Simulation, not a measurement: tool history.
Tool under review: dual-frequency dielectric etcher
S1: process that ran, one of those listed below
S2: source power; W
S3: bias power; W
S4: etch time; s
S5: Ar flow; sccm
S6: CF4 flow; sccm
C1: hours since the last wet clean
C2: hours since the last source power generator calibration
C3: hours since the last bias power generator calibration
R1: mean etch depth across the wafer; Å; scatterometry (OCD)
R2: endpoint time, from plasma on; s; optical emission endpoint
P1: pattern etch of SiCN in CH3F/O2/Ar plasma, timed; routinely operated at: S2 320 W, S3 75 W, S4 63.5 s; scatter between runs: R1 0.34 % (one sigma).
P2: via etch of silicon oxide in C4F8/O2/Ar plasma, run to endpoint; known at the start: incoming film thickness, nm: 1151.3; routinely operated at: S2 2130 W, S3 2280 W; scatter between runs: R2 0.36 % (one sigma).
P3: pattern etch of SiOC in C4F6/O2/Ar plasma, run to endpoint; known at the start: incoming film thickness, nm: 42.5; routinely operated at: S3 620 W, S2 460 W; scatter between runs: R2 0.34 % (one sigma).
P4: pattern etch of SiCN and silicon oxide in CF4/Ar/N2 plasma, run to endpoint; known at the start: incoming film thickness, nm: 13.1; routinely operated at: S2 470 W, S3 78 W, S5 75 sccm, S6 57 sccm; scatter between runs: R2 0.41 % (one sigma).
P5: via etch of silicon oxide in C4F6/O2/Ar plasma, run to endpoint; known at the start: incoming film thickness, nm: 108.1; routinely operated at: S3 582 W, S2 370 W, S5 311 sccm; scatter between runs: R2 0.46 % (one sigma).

| run | hour | S1 | S2 | S3 | S4 | S5 | S6 | C1 | C2 | C3 | R1 | R2 |
|---|---|---|---|---|---|---|---|---|---|---|---|---|
| 1 | 9.8 | P1 | 320 | 75 | 63.5 |  |  | 169.9 | 562.8 | 1317.1 | 219.08 |  |
| 2 | 16.4 | P4 | 470 | 78 |  | 75 | 57 | 176.5 | 569.4 | 1323.7 |  | 14.437 |
| 3 | 25.8 | P2 | 2130 | 1441 |  |  |  | 185.9 | 578.8 | 1333.1 |  | 245.69 |
| 4 | 30.7 | P4 | 470 | 78 |  | 53 | 57 | 190.8 | 583.7 | 1338 |  | 13.801 |
| 5 | 35.5 | P4 | 610 | 78 |  | 75 | 57 | 195.6 | 588.5 | 1342.8 |  | 11.534 |
| 6 | 41.3 | P1 | 320 | 75 | 37.5 |  |  | 201.4 | 594.3 | 1348.6 | 128.74 |  |
| 7 | 47.2 | P5 | 520 | 582 |  | 311 |  | 207.3 | 600.2 | 1354.5 |  | 19.796 |
| 8 | 54.5 | P2 | 1430 | 2280 |  |  |  | 214.6 | 607.5 | 1361.8 |  | 253.28 |
| 9 | 64.6 | P2 | 2130 | 2280 |  |  |  | 224.7 | 617.6 | 1371.9 |  | 217.73 |
| 10 | 69.8 | P1 | 320 | 75 | 63.5 |  |  | 229.9 | 622.8 | 1377.1 | 218.32 |  |
| 11 | 80 | P4 | 470 | 78 |  | 75 | 42 | 240.1 | 633 | 1387.3 |  | 15.086 |
| 12 | 90.3 | P3 | 460 | 389 |  |  |  | 250.4 | 643.3 | 1397.6 |  | 15.49 |
| 13 | 98.2 | P4 | 470 | 62 |  | 75 | 57 | 258.3 | 651.2 | 1405.5 |  | 15.64 |
| 14 | 108.4 | P3 | 460 | 620 |  |  |  | 268.5 | 661.4 | 1415.7 |  | 12.956 |
| 15 | 113.2 | P1 | 320 | 75 | 63.5 |  |  | 273.3 | 666.2 | 1420.5 | 218.35 |  |
| 16 | 122.6 | P1 | 420 | 75 | 63.5 |  |  | 282.7 | 675.6 | 1429.9 | 240.84 |  |
| 17 | 130.4 | P1 | 320 | 75 | 63.5 |  |  | 290.5 | 683.4 | 1437.7 | 219.94 |  |
| 18 | 139.7 | P5 | 370 | 408 |  | 311 |  | 299.8 | 692.7 | 1447 |  | 25.565 |
| 19 | 145.5 | P4 | 470 | 78 |  | 75 | 57 | 305.6 | 698.5 | 1452.8 |  | 14.504 |
| 20 | 155.1 | P5 | 370 | 582 |  | 242 |  | 315.2 | 708.1 | 1462.4 |  | 21.773 |
| 21 | 162.8 | P1 | 320 | 102 | 63.5 |  |  | 322.9 | 715.8 | 1470.1 | 245.27 |  |
| 22 | 168.1 | P1 | 230 | 75 | 63.5 |  |  | 328.2 | 721.1 | 1475.4 | 194.23 |  |
| 23 | 176.3 | P1 | 380 | 53 | 63.5 |  |  | 336.4 | 729.3 | 1483.6 | 206 |  |

Run 24 is up next; what results do you expect?
| 24 | 184.5 | P3 | 570 | 620 |  |  |  | 344.6 | 737.5 | 1491.8 |  | ? |

Run 24 produced R2 11.969 s.
